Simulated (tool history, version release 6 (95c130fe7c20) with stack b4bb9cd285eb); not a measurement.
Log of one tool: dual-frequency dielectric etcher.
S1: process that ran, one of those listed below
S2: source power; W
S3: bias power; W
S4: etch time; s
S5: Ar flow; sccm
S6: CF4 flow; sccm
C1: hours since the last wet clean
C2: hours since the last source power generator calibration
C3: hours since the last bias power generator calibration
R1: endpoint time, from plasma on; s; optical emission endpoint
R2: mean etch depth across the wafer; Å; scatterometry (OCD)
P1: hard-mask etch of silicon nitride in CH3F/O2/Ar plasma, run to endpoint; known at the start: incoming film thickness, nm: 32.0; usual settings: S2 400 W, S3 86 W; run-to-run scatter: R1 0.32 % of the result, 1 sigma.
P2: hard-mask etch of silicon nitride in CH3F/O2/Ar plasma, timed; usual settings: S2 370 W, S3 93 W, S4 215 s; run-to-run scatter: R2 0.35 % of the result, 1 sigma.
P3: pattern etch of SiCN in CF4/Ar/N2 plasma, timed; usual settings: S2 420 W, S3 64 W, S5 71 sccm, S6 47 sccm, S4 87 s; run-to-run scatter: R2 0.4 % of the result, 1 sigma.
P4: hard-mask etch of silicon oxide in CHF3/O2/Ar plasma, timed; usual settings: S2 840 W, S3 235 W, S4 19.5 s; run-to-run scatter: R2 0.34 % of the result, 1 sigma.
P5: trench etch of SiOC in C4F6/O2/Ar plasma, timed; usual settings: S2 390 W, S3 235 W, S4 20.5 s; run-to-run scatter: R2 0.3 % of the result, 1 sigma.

run	day	S1	S2	S3	S4	S5	S6	C1	C2	C3	R1	R2
1	0.425	P1	400	86				452.9	809.2	1290.4	42.579	
2	1.188	P2	370	93	215			471.2	827.5	1308.7		1619.8
3	1.667	P3	420	64	87	84	47	482.7	839	1320.2		636.08
4	2.283	P4	1130	235	19.5			497.5	853.8	1335		520.8
5	2.733	P5	540	235	20.5			508.3	864.6	1345.8		533.03
6	3.179	P2	370	66	215			519	875.3	1356.5		1438.2
7	3.721	P1	400	59				532	888.3	1369.5	48.148	
8	4.492	P4	840	235	19.5			550.5	906.8	1388		462.14
9	4.967	P1	400	86				561.9	918.2	1399.4	42.524	
10	5.446	P4	840	178	19.5			573.4	929.7	1410.9		417.45
11	5.917	P1	290	110				584.7	941	1422.2	43.403	
12	6.562	P5	390	312	20.5			600.2	956.5	1437.7		515.74
13	7.004	P4	840	235	25			610.8	967.1	1448.3		589.88
14	7.525	P3	420	64	66.5	71	47	623.3	979.6	1460.8		498.32
15	8.204	P5	390	235	20.5			639.6	995.9	1477.1		471.14
16	8.567	P3	330	64	87	71	47	648.3	1004.6	1485.8		525.82
17	8.958	P1	400	116				657.7	1014	1495.2	37.972	
18	9.646	P3	420	39	87	71	47	674.2	1030.5	1511.7		553.58
19	10.008	P2	370	93	215			682.9	1039.2	1520.4		1626.5
20	10.625	P1	490	86				697.7	1054	1535.2	39.377	
21	11.338	P3	420	64	87	71	47	714.8	1071.1	1552.3		648.82
22	11.688	P1	400	86				723.2	1079.5	1560.7	42.575	
23	12.275	P5	390	235	20.5			737.3	1093.6	1574.8		468.19
24	12.858	P2	370	93	321			751.3	1107.6	1588.8		2422.8
25	13.442	P1	400	86				765.3	1121.6	1602.8	42.211	
26	13.962	P1	240	86				777.8	1134.1	1615.3	51.237	
27	14.442	P2	480	93	215			789.3	1145.6	1626.8		1792.7
28	15.2	P5	390	235	14			807.5	1163.8	1645		320.31
29	15.938	P3	420	64	87	71	65	825.2	1181.5	1662.7		684.46
30	16.679	P1	400	86				843	1199.3	1680.5	42.771	
31	17.392	P1	400	86				860.1	1216.4	1697.6	42.595	
32	18.079	P1	400	86				876.6	1232.9	1714.1	42.814	
33	18.796	P1	400	86				893.8	1250.1	1731.3	43.016	
# day 19.1: wet clean of the chamber
34	19.596	P1	400	86				12	1269.3	1750.5	42.986	
35	20.017	P1	400	86				22.1	1279.4	1760.6	43.149	
36	20.5	P1	400	86				33.7	1291	1772.2	43.075	

What P1 gives has crept away from where it was. These 2 causes fit the log equally well, each at the size given:
A: bias power that arrives under what is set, % = 4.45
B: source power that arrives under what is set, % = 4.21
The creep began at about day 16.679.
Why every other cause is out:
chamber walls in a state that lowers the etch rate, %: serviced at day 19.1, which brought nothing back

4 check runs are offered, each on 2 wafers whose results are averaged, their results left as question marks. Which one tells the causes apart?
check 1	20.983	P2	370	93	215							?
check 2	20.983	P3	420	64	87	71	47					?
check 3	20.983	P4	840	235	19.5							?
check 4	20.983	P5	390	235	20.5							?

What each check would give under each cause:
check	result	if A	if B
check 1	R2	1593.6	1594.4
check 2	R2	641.61	627.47
check 3	R2	453.71	453.43
check 4	R2	462.95	462.36
How far apart the two closest causes lie, in the result that separates them most: check 1 0.05 %; check 2 2.23 %; check 3 0.06 %; check 4 0.13 %
Check 2 tells the causes apart: in the others they would give nearly the same result.

Then check 2 was run and gave: R2 642.24 Å. Which cause is it?

It is A: bias power that arrives under what is set, %.
